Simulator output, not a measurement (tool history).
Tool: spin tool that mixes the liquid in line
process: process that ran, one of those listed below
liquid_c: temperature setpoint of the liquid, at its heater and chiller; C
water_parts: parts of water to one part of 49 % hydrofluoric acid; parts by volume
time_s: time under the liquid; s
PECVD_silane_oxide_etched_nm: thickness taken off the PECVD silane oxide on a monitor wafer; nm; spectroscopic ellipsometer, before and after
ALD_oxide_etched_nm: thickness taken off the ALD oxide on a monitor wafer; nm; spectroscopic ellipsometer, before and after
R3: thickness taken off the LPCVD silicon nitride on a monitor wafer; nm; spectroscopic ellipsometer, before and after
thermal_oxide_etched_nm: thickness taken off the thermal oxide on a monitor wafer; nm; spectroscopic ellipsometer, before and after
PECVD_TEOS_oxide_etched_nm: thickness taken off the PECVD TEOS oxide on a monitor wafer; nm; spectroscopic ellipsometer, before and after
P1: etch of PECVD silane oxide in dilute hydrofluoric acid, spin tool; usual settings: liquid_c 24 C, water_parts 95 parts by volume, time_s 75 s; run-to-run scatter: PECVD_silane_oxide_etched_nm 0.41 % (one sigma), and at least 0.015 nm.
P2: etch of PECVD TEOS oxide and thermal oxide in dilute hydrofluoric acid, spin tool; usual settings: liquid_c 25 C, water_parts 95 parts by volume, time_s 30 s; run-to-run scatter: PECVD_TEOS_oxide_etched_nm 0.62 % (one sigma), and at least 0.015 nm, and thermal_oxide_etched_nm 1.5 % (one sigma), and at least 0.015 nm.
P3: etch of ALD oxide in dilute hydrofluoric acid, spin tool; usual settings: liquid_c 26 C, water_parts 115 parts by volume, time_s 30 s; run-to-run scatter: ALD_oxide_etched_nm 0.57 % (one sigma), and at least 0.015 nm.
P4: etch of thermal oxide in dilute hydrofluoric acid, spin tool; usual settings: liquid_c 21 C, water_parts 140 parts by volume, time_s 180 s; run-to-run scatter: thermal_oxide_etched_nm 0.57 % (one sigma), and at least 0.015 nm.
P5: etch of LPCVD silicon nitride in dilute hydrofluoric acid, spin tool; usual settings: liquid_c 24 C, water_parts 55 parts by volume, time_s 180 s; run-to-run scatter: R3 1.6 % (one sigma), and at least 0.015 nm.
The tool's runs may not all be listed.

run 1 day=0.275 | process=P1 liquid_c=24 water_parts=95 time_s=75 | PECVD_silane_oxide_etched_nm=15.179
run 2 day=0.471 | process=P3 liquid_c=30 water_parts=115 time_s=30 | ALD_oxide_etched_nm=6.8407
run 3 day=0.608 | process=P5 liquid_c=24 water_parts=55 time_s=295 | R3=2.7336
run 4 day=0.812 | process=P5 liquid_c=19 water_parts=55 time_s=180 | R3=1.1812
run 5 day=0.992 | process=P1 liquid_c=24 water_parts=95 time_s=75 | PECVD_silane_oxide_etched_nm=15.19
run 6 day=1.158 | process=P4 liquid_c=21 water_parts=140 time_s=15 | thermal_oxide_etched_nm=0.42294
run 7 day=1.35 | process=P1 liquid_c=28 water_parts=95 time_s=75 | PECVD_silane_oxide_etched_nm=17.8
run 8 day=1.554 | process=P1 liquid_c=24 water_parts=95 time_s=75 | PECVD_silane_oxide_etched_nm=15.209
run 9 day=1.7 | process=P1 liquid_c=24 water_parts=95 time_s=75 | PECVD_silane_oxide_etched_nm=15.155
run 10 day=1.958 | process=P1 liquid_c=20.5 water_parts=95 time_s=75 | PECVD_silane_oxide_etched_nm=13.139
run 11 day=2.225 | process=P4 liquid_c=21 water_parts=235 time_s=180 | thermal_oxide_etched_nm=2.7149
run 12 day=2.504 | process=P4 liquid_c=21 water_parts=140 time_s=180 | thermal_oxide_etched_nm=5.025
run 13 day=2.738 | process=P5 liquid_c=24 water_parts=20 time_s=180 | R3=4.4949
run 14 day=3.012 | process=P1 liquid_c=29.5 water_parts=165 time_s=75 | PECVD_silane_oxide_etched_nm=9.8673
run 15 day=3.225 | process=P5 liquid_c=24 water_parts=55 time_s=180 | R3=1.781
run 16 day=3.392 | process=P1 liquid_c=24 water_parts=95 time_s=115 | PECVD_silane_oxide_etched_nm=23.3
run 17 day=3.671 | process=P1 liquid_c=24 water_parts=40 time_s=75 | PECVD_silane_oxide_etched_nm=39.053
run 18 day=3.9 | process=P2 liquid_c=25 water_parts=95 time_s=30 | thermal_oxide_etched_nm=1.5247 PECVD_TEOS_oxide_etched_nm=5.1216
run 19 day=4.146 | process=P1 liquid_c=24 water_parts=95 time_s=25 | PECVD_silane_oxide_etched_nm=5.0917
run 20 day=4.371 | process=P2 liquid_c=29.5 water_parts=95 time_s=30 | thermal_oxide_etched_nm=1.7744 PECVD_TEOS_oxide_etched_nm=6.0753
run 21 day=4.562 | process=P1 liquid_c=24 water_parts=95 time_s=75 | PECVD_silane_oxide_etched_nm=15.241
run 22 day=4.85 | process=P1 liquid_c=24 water_parts=130 time_s=75 | PECVD_silane_oxide_etched_nm=10.633
run 23 day=5.096 | process=P2 liquid_c=25 water_parts=40 time_s=30 | thermal_oxide_etched_nm=3.9277 PECVD_TEOS_oxide_etched_nm=13.067
run 24 day=5.321 | process=P5 liquid_c=24 water_parts=55 time_s=180 | R3=1.7399
run 25 day=5.529 | process=P3 liquid_c=26 water_parts=115 time_s=30 | ALD_oxide_etched_nm=5.9177
run 26 day=5.758 | process=P3 liquid_c=26 water_parts=30 time_s=30 | ALD_oxide_etched_nm=25.037
run 27 day=5.942 | process=P2 liquid_c=25 water_parts=95 time_s=45 | thermal_oxide_etched_nm=2.2841 PECVD_TEOS_oxide_etched_nm=7.6105
run 28 day=6.179 | process=P3 liquid_c=26 water_parts=115 time_s=30 | ALD_oxide_etched_nm=5.863
run 29 day=6.375 | process=P3 liquid_c=26 water_parts=115 time_s=15 | ALD_oxide_etched_nm=2.9333
run 30 day=6.571 | process=P4 liquid_c=27.5 water_parts=140 time_s=180 | thermal_oxide_etched_nm=6.487
run 31 day=6.829 | process=P1 liquid_c=24 water_parts=95 time_s=75 | PECVD_silane_oxide_etched_nm=15.27
run 32 day=6.967 | process=P1 liquid_c=24 water_parts=95 time_s=75 | PECVD_silane_oxide_etched_nm=15.436
run 33 day=7.246 | process=P1 liquid_c=24 water_parts=95 time_s=75 | PECVD_silane_oxide_etched_nm=16.02

Forecast run 34:
run 34 day=7.45 | process=P1 liquid_c=24 water_parts=95 time_s=75 | PECVD_silane_oxide_etched_nm=?

{"run 34": {"PECVD_silane_oxide_etched_nm": 16.365}}
